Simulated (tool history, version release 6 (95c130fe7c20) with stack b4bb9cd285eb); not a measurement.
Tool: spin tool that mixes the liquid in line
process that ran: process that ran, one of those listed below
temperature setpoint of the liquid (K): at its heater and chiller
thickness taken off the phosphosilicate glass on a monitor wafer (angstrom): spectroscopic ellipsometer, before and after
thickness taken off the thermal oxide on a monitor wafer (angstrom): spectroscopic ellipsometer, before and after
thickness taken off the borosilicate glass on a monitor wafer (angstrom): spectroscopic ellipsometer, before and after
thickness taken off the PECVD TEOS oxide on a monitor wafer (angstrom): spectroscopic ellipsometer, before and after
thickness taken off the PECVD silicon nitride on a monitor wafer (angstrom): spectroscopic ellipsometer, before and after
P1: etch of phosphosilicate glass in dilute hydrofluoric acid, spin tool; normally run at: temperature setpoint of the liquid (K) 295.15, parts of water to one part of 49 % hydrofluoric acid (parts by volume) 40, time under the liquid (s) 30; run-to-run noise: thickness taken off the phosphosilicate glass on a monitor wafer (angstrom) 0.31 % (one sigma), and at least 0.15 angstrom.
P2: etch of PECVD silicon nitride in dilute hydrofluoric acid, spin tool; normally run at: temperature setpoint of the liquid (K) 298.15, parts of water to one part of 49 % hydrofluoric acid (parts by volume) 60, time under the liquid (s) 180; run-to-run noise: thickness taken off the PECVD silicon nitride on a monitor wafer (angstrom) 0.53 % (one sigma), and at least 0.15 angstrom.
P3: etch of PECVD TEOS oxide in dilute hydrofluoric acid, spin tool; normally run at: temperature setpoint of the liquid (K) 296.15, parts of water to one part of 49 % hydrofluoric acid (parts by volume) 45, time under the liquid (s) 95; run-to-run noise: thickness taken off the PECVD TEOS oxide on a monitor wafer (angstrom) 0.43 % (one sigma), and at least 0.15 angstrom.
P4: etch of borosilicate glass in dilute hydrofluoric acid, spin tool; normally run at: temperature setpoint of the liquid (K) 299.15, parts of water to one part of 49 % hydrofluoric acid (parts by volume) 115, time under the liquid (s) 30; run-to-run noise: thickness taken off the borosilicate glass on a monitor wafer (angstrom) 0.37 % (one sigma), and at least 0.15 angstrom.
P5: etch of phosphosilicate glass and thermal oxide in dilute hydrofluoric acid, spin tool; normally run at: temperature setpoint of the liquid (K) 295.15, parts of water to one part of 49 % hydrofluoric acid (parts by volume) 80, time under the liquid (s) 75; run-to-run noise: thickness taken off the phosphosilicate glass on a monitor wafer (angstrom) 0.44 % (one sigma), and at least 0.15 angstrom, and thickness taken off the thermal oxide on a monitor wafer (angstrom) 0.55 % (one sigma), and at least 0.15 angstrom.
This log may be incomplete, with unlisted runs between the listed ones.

run,hour,process that ran,temperature setpoint of the liquid (K),parts of water to one part of 49 % hydrofluoric acid (parts by volume),time under the liquid (s),hours since the thermometer was replaced,hours since the hydrofluoric acid flow meter was replaced,thickness taken off the phosphosilicate glass on a monitor wafer (angstrom),thickness taken off the thermal oxide on a monitor wafer (angstrom),thickness taken off the borosilicate glass on a monitor wafer (angstrom),thickness taken off the PECVD TEOS oxide on a monitor wafer (angstrom),thickness taken off the PECVD silicon nitride on a monitor wafer (angstrom)
1,11.1,P1,295.15,40,30,1210.5,235.3,1507.6,,,,
2,22.2,P5,295.15,80,15,1221.6,246.4,117.24,8.0393,,,
3,33.3,P4,299.15,115,30,1232.7,257.5,,,96.839,,
4,45.2,P3,290.15,45,95,1244.6,269.4,,,,242.83,
5,52.2,P5,295.15,80,75,1251.6,276.4,591.67,40.924,,,
6,59.9,P1,295.15,40,50,1259.3,284.1,2501.5,,,,
7,71.4,P1,301.65,40,30,1270.8,295.6,1959.9,,,,
8,78.8,P2,304.65,60,180,1278.2,303,,,,,80.602
# hour 80.5: thermometer replaced
9,86.7,P1,301.15,40,15,6.2,310.9,971.14,,,,
10,92.5,P2,298.15,60,360,12,316.7,,,,,105.58
11,102.6,P4,299.15,115,15,22.1,326.8,,,48.513,,
12,110.4,P3,296.15,20,95,29.9,334.6,,,,727.28,
13,121.1,P2,298.15,60,180,40.6,345.3,,,,,53.24
14,131.1,P1,295.15,40,30,50.6,355.3,1506.2,,,,
15,142.8,P3,296.15,45,185,62.3,367,,,,611.31,
16,150.9,P1,295.15,20,30,70.4,375.1,3103.4,,,,
17,158.2,P1,295.15,40,15,77.7,382.4,751.97,,,,
18,169.9,P4,299.15,20,30,89.4,394.1,,,635.72,,
19,180.7,P5,302.65,80,75,100.2,404.9,795.31,55.269,,,
20,186.8,P5,295.15,145,75,106.3,411,302.96,20.704,,,
21,197.5,P4,291.15,115,30,117,421.7,,,70.527,,
22,207.9,P2,298.15,60,180,127.4,432.1,,,,,52.881
23,213.8,P1,295.15,40,30,133.3,438,1513.8,,,,
24,219.9,P1,290.15,40,30,139.4,444.1,1216.2,,,,
25,232.1,P1,295.15,40,30,151.6,456.3,1506.9,,,,
26,239,P1,295.15,40,30,158.5,463.2,1501.1,,,,
27,249.6,P1,295.15,40,30,169.1,473.8,1507.3,,,,
28,255.1,P1,290.15,40,55,174.6,479.3,2232.3,,,,
29,261.9,P2,298.15,25,180,181.4,486.1,,,,,123.09
30,272.2,P3,296.15,45,95,191.7,496.4,,,,310.5,
31,282.5,P1,295.15,65,15,202,506.7,449.44,,,,
32,293,P1,295.15,65,30,212.5,517.2,899.7,,,,
33,300.5,P1,295.15,40,30,220,524.7,1507.9,,,,
34,306.3,P1,295.15,40,30,225.8,530.5,1480.8,,,,
35,318.3,P1,295.15,40,30,237.8,542.5,1443.7,,,,
36,325.6,P1,295.15,40,30,245.1,549.8,1430.5,,,,
37,333.9,P1,295.15,40,30,253.4,558.1,1420.5,,,,
38,343.4,P1,295.15,40,30,262.9,567.6,1429.6,,,,
39,353.2,P1,295.15,40,30,272.7,577.4,1423.5,,,,
40,359.5,P1,295.15,40,30,279,583.7,1413.2,,,,

What P1 gives has crept off from where it sat before. The 2 causes that follow fit the log equally well, each at the size noted:
A: liquid colder than its thermometer reads (K) = 1.44
B: hydrofluoric acid flow below the setpoint (%) = 5.61
At approximately hour 300.5, the process output began to creep.

Below are 4 check runs, each on a single wafer, with their results shown as question marks. Which of them would tell the listed causes apart, meaning the causes would give clearly different results under it?
check 1,365.8,P5,295.15,145,15,,,?,?,,,
check 2,365.8,P2,298.15,25,180,,,,,,,?
check 3,365.8,P4,299.15,40,30,,,,,?,,
check 4,365.8,P3,296.15,45,140,,,,,,?,

What each check would give under each cause:
check,result,if A,if B
check 1,thickness taken off the phosphosilicate glass on a monitor wafer (angstrom),57.208,56.616
check 1,thickness taken off the thermal oxide on a monitor wafer (angstrom),3.9521,3.9112
check 2,thickness taken off the PECVD silicon nitride on a monitor wafer (angstrom),112.46,117.34
check 3,thickness taken off the borosilicate glass on a monitor wafer (angstrom),291.51,290.93
check 4,thickness taken off the PECVD TEOS oxide on a monitor wafer (angstrom),435.89,435.53
Gap, in per cent, between the two causes that each check separates least, read from the result that separates them most: check 1 1.04 %; check 2 4.25 %; check 3 0.2 %; check 4 0.08 %
Of the check runs offered, only check 2 discriminates between the causes; the rest would read about the same regardless of which cause applies.

Here is what check 2 returned: thickness taken off the PECVD silicon nitride on a monitor wafer (angstrom) 117.54. Which cause is it?

The correct cause is B, namely: hydrofluoric acid flow below the setpoint (%).

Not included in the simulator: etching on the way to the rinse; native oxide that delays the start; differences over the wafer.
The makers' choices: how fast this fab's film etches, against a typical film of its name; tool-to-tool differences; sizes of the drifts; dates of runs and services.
